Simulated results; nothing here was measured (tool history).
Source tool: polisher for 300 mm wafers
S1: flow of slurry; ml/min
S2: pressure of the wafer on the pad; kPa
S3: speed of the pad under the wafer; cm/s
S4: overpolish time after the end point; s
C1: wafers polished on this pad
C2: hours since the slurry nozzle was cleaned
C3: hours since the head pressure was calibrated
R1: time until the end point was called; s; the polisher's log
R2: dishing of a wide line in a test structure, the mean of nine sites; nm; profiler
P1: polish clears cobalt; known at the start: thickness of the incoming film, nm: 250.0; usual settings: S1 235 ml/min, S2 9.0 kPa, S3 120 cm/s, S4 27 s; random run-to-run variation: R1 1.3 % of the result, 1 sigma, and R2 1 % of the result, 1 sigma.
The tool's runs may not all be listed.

Run 1, hour 13.2: S1 235 ml/min, S2 9.0 kPa, S3 120 cm/s, S4 27 s; C1 393; C2 103.8; C3 421.4. Result: R1 62.673 s, R2 42.490 nm.
Run 2, hour 27.8: S1 235 ml/min, S2 13.1 kPa, S3 120 cm/s, S4 27 s; C1 582; C2 118.4; C3 436.0. Result: R1 42.514 s, R2 47.822 nm.
Run 3, hour 43.6: S1 235 ml/min, S2 9.0 kPa, S3 68 cm/s, S4 27 s; C1 787; C2 134.2; C3 451.8. Result: R1 109.740 s, R2 34.599 nm.
Run 4, hour 55.7: S1 235 ml/min, S2 9.0 kPa, S3 120 cm/s, S4 27 s; C1 944; C2 146.3; C3 463.9. Result: R1 63.170 s, R2 44.132 nm.
Run 5, hour 64.5: S1 235 ml/min, S2 9.0 kPa, S3 120 cm/s, S4 8 s; C1 1058; C2 155.1; C3 472.7. Result: R1 61.947 s, R2 22.711 nm.
Run 6, hour 73.5: S1 235 ml/min, S2 9.0 kPa, S3 70 cm/s, S4 16 s; C1 1175; C2 164.1; C3 481.7. Result: R1 108.010 s, R2 25.531 nm.
Run 7, hour 87.3: S1 235 ml/min, S2 9.0 kPa, S3 162 cm/s, S4 27 s; C1 1354; C2 177.9; C3 495.5. Result: R1 46.982 s, R2 46.316 nm.
Run 8, hour 95.9: S1 235 ml/min, S2 6.2 kPa, S3 120 cm/s, S4 27 s; C1 1465; C2 186.5; C3 504.1. Result: R1 90.278 s, R2 38.047 nm.
Run 9, hour 103.6: S1 235 ml/min, S2 9.0 kPa, S3 120 cm/s, S4 27 s; C1 1565; C2 194.2; C3 511.8. Result: R1 62.844 s, R2 42.997 nm.
Run 10, hour 115.6: S1 235 ml/min, S2 9.0 kPa, S3 120 cm/s, S4 27 s; C1 1721; C2 206.2; C3 523.8. Result: R1 63.352 s, R2 43.571 nm.
Run 11, hour 129.4: S1 140 ml/min, S2 9.0 kPa, S3 120 cm/s, S4 27 s; C1 1900; C2 220.0; C3 537.6. Result: R1 67.363 s, R2 42.188 nm.
Run 12, hour 142.7: S1 305 ml/min, S2 9.0 kPa, S3 120 cm/s, S4 27 s; C1 2073; C2 233.3; C3 550.9. Result: R1 60.312 s, R2 43.598 nm.
Run 13, hour 157.9: S1 235 ml/min, S2 9.0 kPa, S3 120 cm/s, S4 39 s; C1 2270; C2 248.5; C3 566.1. Result: R1 63.635 s, R2 47.789 nm.
Run 14, hour 167.0: S1 235 ml/min, S2 9.0 kPa, S3 120 cm/s, S4 27 s; C1 2388; C2 257.6; C3 575.2. Result: R1 62.465 s, R2 42.991 nm.
Run 15, hour 174.4: S1 235 ml/min, S2 9.0 kPa, S3 120 cm/s, S4 27 s; C1 2484; C2 265.0; C3 582.6. Result: R1 61.911 s, R2 43.003 nm.
Run 16, hour 185.0: S1 235 ml/min, S2 9.0 kPa, S3 120 cm/s, S4 27 s; C1 2621; C2 275.6; C3 593.2. Result: R1 63.566 s, R2 42.653 nm.
Run 17, hour 197.0: S1 235 ml/min, S2 9.0 kPa, S3 120 cm/s, S4 27 s; C1 2777; C2 287.6; C3 605.2. Result: R1 67.353 s, R2 42.854 nm.
Run 18, hour 206.1: S1 235 ml/min, S2 9.0 kPa, S3 120 cm/s, S4 27 s; C1 2895; C2 296.7; C3 614.3. Result: R1 65.697 s, R2 43.936 nm.
Run 19, hour 215.7: S1 235 ml/min, S2 9.0 kPa, S3 120 cm/s, S4 27 s; C1 3020; C2 306.3; C3 623.9. Result: R1 66.509 s, R2 42.453 nm.
Run 20, hour 231.5: S1 235 ml/min, S2 9.0 kPa, S3 120 cm/s, S4 27 s; C1 3225; C2 322.1; C3 639.7. Result: R1 64.902 s, R2 42.905 nm.
At hour 238.4: head pressure recalibrated.
Run 21, hour 245.0: S1 235 ml/min, S2 9.0 kPa, S3 120 cm/s, S4 27 s; C1 3400; C2 335.6; C3 6.7. Result: R1 66.625 s, R2 42.525 nm.
Run 22, hour 252.8: S1 235 ml/min, S2 9.0 kPa, S3 120 cm/s, S4 27 s; C1 3501; C2 343.4; C3 14.5. Result: R1 66.572 s, R2 42.705 nm.
Run 23, hour 261.6: S1 235 ml/min, S2 9.0 kPa, S3 120 cm/s, S4 27 s; C1 3615; C2 352.2; C3 23.3. Result: R1 65.909 s, R2 42.740 nm.
Run 24, hour 270.9: S1 235 ml/min, S2 9.0 kPa, S3 120 cm/s, S4 27 s; C1 3736; C2 361.5; C3 32.6. Result: R1 66.096 s, R2 42.420 nm.

What will run 25 give?
Run 25, hour 286.9: S1 235 ml/min, S2 9.0 kPa, S3 120 cm/s, S4 27 s; C1 3943; C2 377.5; C3 48.6. Result: R1 ?, R2 ?.

Run 25 measured R1 67.959 s, R2 41.817 nm.
